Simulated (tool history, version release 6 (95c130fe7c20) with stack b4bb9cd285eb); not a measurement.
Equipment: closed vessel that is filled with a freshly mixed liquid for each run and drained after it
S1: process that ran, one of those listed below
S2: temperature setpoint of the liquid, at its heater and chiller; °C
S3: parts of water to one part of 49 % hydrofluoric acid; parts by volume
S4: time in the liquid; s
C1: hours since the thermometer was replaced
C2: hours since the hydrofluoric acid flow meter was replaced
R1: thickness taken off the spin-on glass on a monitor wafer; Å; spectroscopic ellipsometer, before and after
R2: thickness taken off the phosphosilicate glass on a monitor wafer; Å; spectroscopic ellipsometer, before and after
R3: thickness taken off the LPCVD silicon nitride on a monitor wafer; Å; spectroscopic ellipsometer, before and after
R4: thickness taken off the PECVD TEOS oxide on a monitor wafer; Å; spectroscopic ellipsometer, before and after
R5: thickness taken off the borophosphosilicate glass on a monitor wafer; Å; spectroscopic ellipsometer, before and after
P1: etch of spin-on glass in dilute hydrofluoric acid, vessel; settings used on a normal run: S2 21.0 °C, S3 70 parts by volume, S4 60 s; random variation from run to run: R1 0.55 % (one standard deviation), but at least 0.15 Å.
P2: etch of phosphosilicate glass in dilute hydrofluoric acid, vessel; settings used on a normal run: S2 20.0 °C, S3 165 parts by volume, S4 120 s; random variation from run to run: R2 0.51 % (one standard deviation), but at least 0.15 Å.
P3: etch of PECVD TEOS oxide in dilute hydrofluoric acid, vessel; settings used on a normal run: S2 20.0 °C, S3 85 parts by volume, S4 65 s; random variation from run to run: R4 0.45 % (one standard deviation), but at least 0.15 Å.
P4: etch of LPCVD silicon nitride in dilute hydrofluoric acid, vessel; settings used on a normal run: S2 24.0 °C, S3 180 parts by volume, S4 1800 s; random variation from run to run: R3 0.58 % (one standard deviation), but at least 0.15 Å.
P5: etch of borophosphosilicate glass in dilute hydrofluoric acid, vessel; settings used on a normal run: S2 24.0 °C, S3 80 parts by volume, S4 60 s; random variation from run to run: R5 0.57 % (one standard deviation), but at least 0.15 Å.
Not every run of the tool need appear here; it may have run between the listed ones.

{"run": 1, "hour": 9.3, "S1": "P1", "S2": 21.0, "S3": 70, "S4": 60, "C1": 731.6, "C2": 584.2, "R1": 507.76}
{"run": 2, "hour": 21.5, "S1": "P2", "S2": 20.0, "S3": 260, "S4": 120, "C1": 743.8, "C2": 596.4, "R2": 290.79}
{"run": 3, "hour": 33.6, "S1": "P4", "S2": 17.0, "S3": 180, "S4": 1800, "C1": 755.9, "C2": 608.5, "R3": 31.648}
{"run": 4, "hour": 46.9, "S1": "P3", "S2": 26.0, "S3": 85, "S4": 65, "C1": 769.2, "C2": 621.8, "R4": 93.246}
{"run": 5, "hour": 60.2, "S1": "P1", "S2": 21.0, "S3": 70, "S4": 60, "C1": 782.5, "C2": 635.1, "R1": 505.5}
{"run": 6, "hour": 76.1, "S1": "P4", "S2": 24.0, "S3": 180, "S4": 1800, "C1": 798.4, "C2": 651.0, "R3": 49.816}
{"run": 7, "hour": 86.5, "S1": "P5", "S2": 24.0, "S3": 80, "S4": 95, "C1": 808.8, "C2": 661.4, "R5": 832.06}
{"run": 8, "hour": 95.3, "S1": "P3", "S2": 20.0, "S3": 50, "S4": 65, "C1": 817.6, "C2": 670.2, "R4": 128.72}
{"run": 9, "hour": 103.5, "S1": "P2", "S2": 20.0, "S3": 165, "S4": 35, "C1": 825.8, "C2": 678.4, "R2": 148.14}
{"run": 10, "hour": 114.1, "S1": "P1", "S2": 21.0, "S3": 70, "S4": 60, "C1": 836.4, "C2": 689.0, "R1": 500.93}
{"run": 11, "hour": 125.4, "S1": "P4", "S2": 24.0, "S3": 180, "S4": 3465, "C1": 847.7, "C2": 700.3, "R3": 96.364}
{"run": 12, "hour": 136.6, "S1": "P4", "S2": 24.0, "S3": 30, "S4": 1800, "C1": 858.9, "C2": 711.5, "R3": 290.15}
{"run": 13, "hour": 149.7, "S1": "P1", "S2": 21.0, "S3": 70, "S4": 60, "C1": 872.0, "C2": 724.6, "R1": 504.78}
{"run": 14, "hour": 162.3, "S1": "P1", "S2": 21.0, "S3": 95, "S4": 60, "C1": 884.6, "C2": 737.2, "R1": 364.06}
{"run": 15, "hour": 180.0, "S1": "P1", "S2": 21.0, "S3": 35, "S4": 60, "C1": 902.3, "C2": 754.9, "R1": 1048.8}
{"run": 16, "hour": 198.1, "S1": "P1", "S2": 28.0, "S3": 70, "S4": 60, "C1": 920.4, "C2": 773.0, "R1": 667.62}
{"run": 17, "hour": 215.0, "S1": "P1", "S2": 17.0, "S3": 70, "S4": 60, "C1": 937.3, "C2": 789.9, "R1": 428.11}
{"run": 18, "hour": 231.9, "S1": "P2", "S2": 25.5, "S3": 165, "S4": 120, "C1": 954.2, "C2": 806.8, "R2": 624.17}
{"run": 19, "hour": 240.2, "S1": "P1", "S2": 21.0, "S3": 70, "S4": 30, "C1": 962.5, "C2": 815.1, "R1": 250.91}
{"run": 20, "hour": 249.5, "S1": "P3", "S2": 20.0, "S3": 85, "S4": 115, "C1": 971.8, "C2": 824.4, "R4": 128.54}
{"run": 21, "hour": 262.1, "S1": "P1", "S2": 17.0, "S3": 105, "S4": 60, "C1": 984.4, "C2": 837.0, "R1": 273.1}
{"run": 22, "hour": 272.3, "S1": "P1", "S2": 21.0, "S3": 70, "S4": 60, "C1": 994.6, "C2": 847.2, "R1": 505.91}
{"run": 23, "hour": 285.7, "S1": "P4", "S2": 24.0, "S3": 180, "S4": 1800, "C1": 1008.0, "C2": 860.6, "R3": 49.85}
{"run": 24, "hour": 303.7, "S1": "P1", "S2": 21.0, "S3": 70, "S4": 115, "C1": 1026.0, "C2": 878.6, "R1": 974.47}
{"run": 25, "hour": 316.3, "S1": "P5", "S2": 17.0, "S3": 80, "S4": 60, "C1": 1038.6, "C2": 891.2, "R5": 390.73}
{"run": 26, "hour": 326.6, "S1": "P2", "S2": 20.0, "S3": 165, "S4": 120, "C1": 1048.9, "C2": 901.5, "R2": 503.93}
{"run": 27, "hour": 341.7, "S1": "P1", "S2": 21.0, "S3": 70, "S4": 60, "C1": 1064.0, "C2": 916.6, "R1": 505.54}
{"run": 28, "hour": 350.6, "S1": "P5", "S2": 24.0, "S3": 80, "S4": 60, "C1": 1072.9, "C2": 925.5, "R5": 519.18}
{"run": 29, "hour": 367.2, "S1": "P5", "S2": 24.0, "S3": 30, "S4": 60, "C1": 1089.5, "C2": 942.1, "R5": 1509.5}
{"run": 30, "hour": 383.9, "S1": "P3", "S2": 20.0, "S3": 85, "S4": 65, "C1": 1106.2, "C2": 958.8, "R4": 72.834}
{"run": 31, "hour": 397.2, "S1": "P1", "S2": 21.0, "S3": 70, "S4": 60, "C1": 1119.5, "C2": 972.1, "R1": 504.44}
{"run": 32, "hour": 405.3, "S1": "P1", "S2": 21.0, "S3": 70, "S4": 60, "C1": 1127.6, "C2": 980.2, "R1": 512.88}
{"run": 33, "hour": 421.9, "S1": "P1", "S2": 21.0, "S3": 70, "S4": 60, "C1": 1144.2, "C2": 996.8, "R1": 517.39}
{"run": 34, "hour": 431.1, "S1": "P1", "S2": 21.0, "S3": 70, "S4": 60, "C1": 1153.4, "C2": 1006.0, "R1": 521.9}
{"run": 35, "hour": 445.1, "S1": "P1", "S2": 21.0, "S3": 70, "S4": 60, "C1": 1167.4, "C2": 1020.0, "R1": 526.64}

The next listed run, before its measurement:
{"run": 36, "hour": 459.5, "S1": "P1", "S2": 21.0, "S3": 70, "S4": 60, "C1": 1181.8, "C2": 1034.4, "R1": "?"}

Logged for run 36: R1 532.80 Å.
